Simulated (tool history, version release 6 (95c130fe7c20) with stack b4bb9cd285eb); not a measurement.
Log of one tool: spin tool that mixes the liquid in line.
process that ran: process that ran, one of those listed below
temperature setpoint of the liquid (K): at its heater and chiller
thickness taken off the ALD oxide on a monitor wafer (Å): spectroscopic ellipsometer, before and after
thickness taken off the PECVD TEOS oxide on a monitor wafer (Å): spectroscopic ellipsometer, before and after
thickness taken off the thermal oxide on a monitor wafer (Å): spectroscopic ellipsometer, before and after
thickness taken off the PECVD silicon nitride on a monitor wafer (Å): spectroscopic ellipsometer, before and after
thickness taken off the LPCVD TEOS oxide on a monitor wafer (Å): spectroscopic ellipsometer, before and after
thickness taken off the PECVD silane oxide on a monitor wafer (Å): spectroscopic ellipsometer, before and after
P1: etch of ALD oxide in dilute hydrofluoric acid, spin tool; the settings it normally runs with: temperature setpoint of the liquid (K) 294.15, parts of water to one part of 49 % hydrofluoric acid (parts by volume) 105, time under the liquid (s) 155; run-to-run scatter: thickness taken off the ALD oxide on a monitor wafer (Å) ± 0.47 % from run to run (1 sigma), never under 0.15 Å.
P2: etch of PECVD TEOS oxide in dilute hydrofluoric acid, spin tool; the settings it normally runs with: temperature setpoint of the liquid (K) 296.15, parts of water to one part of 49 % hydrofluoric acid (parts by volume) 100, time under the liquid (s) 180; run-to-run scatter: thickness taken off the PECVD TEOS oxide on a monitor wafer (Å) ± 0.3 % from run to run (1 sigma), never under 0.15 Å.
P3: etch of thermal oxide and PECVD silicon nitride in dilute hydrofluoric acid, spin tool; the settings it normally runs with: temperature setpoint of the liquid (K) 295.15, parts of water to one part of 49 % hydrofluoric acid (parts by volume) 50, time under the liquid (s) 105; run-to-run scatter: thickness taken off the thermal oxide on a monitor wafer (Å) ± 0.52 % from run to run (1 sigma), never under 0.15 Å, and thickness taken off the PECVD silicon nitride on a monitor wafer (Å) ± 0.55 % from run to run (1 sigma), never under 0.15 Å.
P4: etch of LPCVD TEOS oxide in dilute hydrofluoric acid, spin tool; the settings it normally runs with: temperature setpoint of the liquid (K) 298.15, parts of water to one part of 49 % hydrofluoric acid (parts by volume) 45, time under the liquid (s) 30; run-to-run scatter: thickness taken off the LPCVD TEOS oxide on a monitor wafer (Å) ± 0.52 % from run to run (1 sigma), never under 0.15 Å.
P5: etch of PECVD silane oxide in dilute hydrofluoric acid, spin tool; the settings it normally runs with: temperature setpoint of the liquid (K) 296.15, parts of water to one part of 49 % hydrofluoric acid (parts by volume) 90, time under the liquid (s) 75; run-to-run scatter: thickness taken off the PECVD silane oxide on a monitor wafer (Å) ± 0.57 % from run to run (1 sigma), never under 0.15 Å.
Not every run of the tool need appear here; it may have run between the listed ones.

run   hour  process that ran  temperature setpoint of the liquid (K)  parts of water to one part of 49 % hydrofluoric acid (parts by volume)  time under the liquid (s)  hours since the thermometer was replaced  hours since the hydrofluoric acid flow meter was replaced  thickness taken off the ALD oxide on a monitor wafer (Å)  thickness taken off the PECVD TEOS oxide on a monitor wafer (Å)  thickness taken off the thermal oxide on a monitor wafer (Å)  thickness taken off the PECVD silicon nitride on a monitor wafer (Å)  thickness taken off the LPCVD TEOS oxide on a monitor wafer (Å)  thickness taken off the PECVD silane oxide on a monitor wafer (Å)
  1   13.4                P1                                  294.15                                                                     105                        155                                     272.5                                                      821.9                                                    202.59
  2   26.7                P2                                  296.15                                                                     100                        340                                     285.8                                                      835.2                                                                                                                     332.71
  3   40.0                P3                                  295.15                                                                      50                        105                                     299.1                                                      848.5                                                                                                                                                                                  102.250                                                               103.440
  4   49.6                P1                                  290.15                                                                     150                        155                                     308.7                                                      858.1                                                    114.45
  5   62.8                P4                                  298.15                                                                      45                         30                                     321.9                                                      871.3                                                                                                                                                                                                                                                                                                                          418.71
  6   76.5                P1                                  294.15                                                                     105                        155                                     335.6                                                      885.0                                                    203.94
  7   85.2                P1                                  294.15                                                                     185                        155                                     344.3                                                      893.7                                                    104.43
  8   94.8                P1                                  294.15                                                                     105                        155                                     353.9                                                      903.3                                                    203.36
  9  104.0                P2                                  303.15                                                                     100                        180                                     363.1                                                      912.5                                                                                                                     230.04
 10  117.9                P3                                  295.15                                                                      50                         25                                     377.0                                                      926.4                                                                                                                                                                                   24.912                                                                24.586
 11  124.9                P4                                  298.15                                                                      20                         30                                     384.0                                                      933.4                                                                                                                                                                                                                                                                                                                          979.46
 12  139.1                P1                                  294.15                                                                     105                        155                                     398.2                                                      947.6                                                    201.38
 13  152.1                P5                                  296.15                                                                      90                         75                                     411.2                                                      960.6                                                                                                                                                                                                                                                                                                                                                                                             326.51
 14  166.5                P1                                  294.15                                                                     105                        155                                     425.6                                                      975.0                                                    202.16
 15  173.8                P1                                  294.15                                                                     105                        155                                     432.9                                                      982.3                                                    201.70
 16  188.1                P4                                  292.65                                                                      45                         30                                     447.2                                                      996.6                                                                                                                                                                                                                                                                                                                          334.44
 17  198.6                P1                                  302.15                                                                     105                        155                                     457.7                                                     1007.1                                                    274.15
 18  209.0                P3                                  295.15                                                                      90                        105                                     468.1                                                     1017.5                                                                                                                                                                                   54.247                                                                58.248
 19  221.4                P1                                  290.15                                                                     105                        155                                     480.5                                                     1029.9                                                    170.73
 20  234.5                P5                                  296.15                                                                      20                         75                                     493.6                                                     1043.0                                                                                                                                                                                                                                                                                                                                                                                            1606.90
 21  244.3                P1                                  300.15                                                                     105                         30                                     503.4                                                     1052.8                                                     49.63

For run 22, what comes out?
 22  257.3                P4                                  298.15                                                                      45                         30                                     516.4                                                     1065.8                                                                                                                                                                                                                                                                                                                               ?

{"run 22": {"thickness taken off the LPCVD TEOS oxide on a monitor wafer (Å)": 421.55}}
